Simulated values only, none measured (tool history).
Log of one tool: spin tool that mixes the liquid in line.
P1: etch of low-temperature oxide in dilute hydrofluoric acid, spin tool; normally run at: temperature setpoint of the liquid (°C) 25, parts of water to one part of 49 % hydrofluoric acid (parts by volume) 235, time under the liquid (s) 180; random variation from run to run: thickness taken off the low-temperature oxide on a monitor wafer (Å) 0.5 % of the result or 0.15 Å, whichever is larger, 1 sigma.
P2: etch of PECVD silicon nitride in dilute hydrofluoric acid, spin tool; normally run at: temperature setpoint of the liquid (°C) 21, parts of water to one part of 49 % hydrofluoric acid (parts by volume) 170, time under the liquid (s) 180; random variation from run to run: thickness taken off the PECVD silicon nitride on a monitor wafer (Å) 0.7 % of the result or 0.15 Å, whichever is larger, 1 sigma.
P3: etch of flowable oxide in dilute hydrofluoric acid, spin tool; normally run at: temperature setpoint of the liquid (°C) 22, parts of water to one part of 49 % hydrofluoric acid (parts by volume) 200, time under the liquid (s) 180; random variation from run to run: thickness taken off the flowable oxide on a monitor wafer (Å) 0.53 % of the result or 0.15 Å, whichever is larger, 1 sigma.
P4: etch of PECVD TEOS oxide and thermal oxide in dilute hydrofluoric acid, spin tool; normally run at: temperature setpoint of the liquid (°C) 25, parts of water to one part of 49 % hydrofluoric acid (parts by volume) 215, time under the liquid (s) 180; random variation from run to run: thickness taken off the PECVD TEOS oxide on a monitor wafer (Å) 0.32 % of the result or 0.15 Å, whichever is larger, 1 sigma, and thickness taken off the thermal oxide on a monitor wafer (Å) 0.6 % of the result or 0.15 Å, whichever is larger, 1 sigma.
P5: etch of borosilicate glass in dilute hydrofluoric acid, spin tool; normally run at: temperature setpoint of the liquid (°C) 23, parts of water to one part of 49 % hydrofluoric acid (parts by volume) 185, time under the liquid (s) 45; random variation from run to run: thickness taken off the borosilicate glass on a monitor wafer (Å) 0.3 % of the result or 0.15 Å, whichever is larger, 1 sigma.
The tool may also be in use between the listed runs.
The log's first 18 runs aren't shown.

| run | hour | process that ran | temperature setpoint of the liquid (°C) | parts of water to one part of 49 % hydrofluoric acid (parts by volume) | time under the liquid (s) | hours since the thermometer was replaced | hours since the hydrofluoric acid flow meter was replaced | thickness taken off the low-temperature oxide on a monitor wafer (Å) | thickness taken off the flowable oxide on a monitor wafer (Å) | thickness taken off the PECVD TEOS oxide on a monitor wafer (Å) | thickness taken off the thermal oxide on a monitor wafer (Å) | thickness taken off the PECVD silicon nitride on a monitor wafer (Å) | thickness taken off the borosilicate glass on a monitor wafer (Å) |
|---|---|---|---|---|---|---|---|---|---|---|---|---|---|
| 19 | 95.4 | P1 | 25 | 235 | 180 | 659.4 | 505.3 | 86.798 |  |  |  |  |  |
| 20 | 101.3 | P5 | 23 | 185 | 80 | 665.3 | 511.2 |  |  |  |  |  | 131.3 |
| 21 | 106.7 | P1 | 25 | 235 | 180 | 670.7 | 516.6 | 86.223 |  |  |  |  |  |
| 22 | 110.2 | P2 | 21 | 170 | 325 | 674.2 | 520.1 |  |  |  |  | 57.977 |  |
| 23 | 116.6 | P1 | 25 | 145 | 180 | 680.6 | 526.5 | 155.24 |  |  |  |  |  |
| 24 | 123 | P3 | 26.5 | 200 | 180 | 687 | 532.9 |  | 227.58 |  |  |  |  |
| 25 | 127.9 | P1 | 32.5 | 70 | 180 | 691.9 | 537.8 | 472.67 |  |  |  |  |  |
| 26 | 130.9 | P1 | 25 | 235 | 355 | 694.9 | 540.8 | 169.68 |  |  |  |  |  |
| 27 | 135.4 | P5 | 28 | 185 | 45 | 699.4 | 545.3 |  |  |  |  |  | 88.034 |
| 28 | 139.1 | P2 | 21 | 170 | 180 | 703.1 | 549 |  |  |  |  | 32.193 |  |
| 29 | 143.2 | P5 | 23 | 185 | 45 | 707.2 | 553.1 |  |  |  |  |  | 73.224 |
| 30 | 148 | P3 | 22 | 200 | 180 | 712 | 557.9 |  | 192.16 |  |  |  |  |
| 31 | 153.6 | P1 | 25 | 235 | 180 | 717.6 | 563.5 | 87.479 |  |  |  |  |  |
| 32 | 158.5 | P4 | 25 | 215 | 285 | 722.5 | 568.4 |  |  | 103.09 | 57.624 |  |  |
| 33 | 162.2 | P1 | 25 | 235 | 180 | 726.2 | 572.1 | 86.495 |  |  |  |  |  |
| 34 | 166.7 | P1 | 25 | 235 | 180 | 730.7 | 576.6 | 86.021 |  |  |  |  |  |
| 35 | 171.7 | P1 | 25 | 235 | 180 | 735.7 | 581.6 | 83.492 |  |  |  |  |  |
| 36 | 176.1 | P1 | 25 | 235 | 180 | 740.1 | 586 | 82.198 |  |  |  |  |  |
| 37 | 179.8 | P1 | 25 | 235 | 180 | 743.8 | 589.7 | 81.901 |  |  |  |  |  |
| 38 | 184.1 | P1 | 25 | 235 | 180 | 748.1 | 594 | 81.994 |  |  |  |  |  |
| 39 | 188.9 | P1 | 25 | 235 | 180 | 752.9 | 598.8 | 81.808 |  |  |  |  |  |
| 40 | 194.5 | P1 | 25 | 235 | 180 | 758.5 | 604.4 | 80.817 |  |  |  |  |  |
| 41 | 198.8 | P1 | 25 | 235 | 180 | 762.8 | 608.7 | 80.706 |  |  |  |  |  |

Run 42 comes next. What will it give?
| 42 | 202.2 | P1 | 25 | 235 | 180 | 766.2 | 612.1 | ? |  |  |  |  |  |

{"run 42": {"thickness taken off the low-temperature oxide on a monitor wafer (Å)": 80.473}}
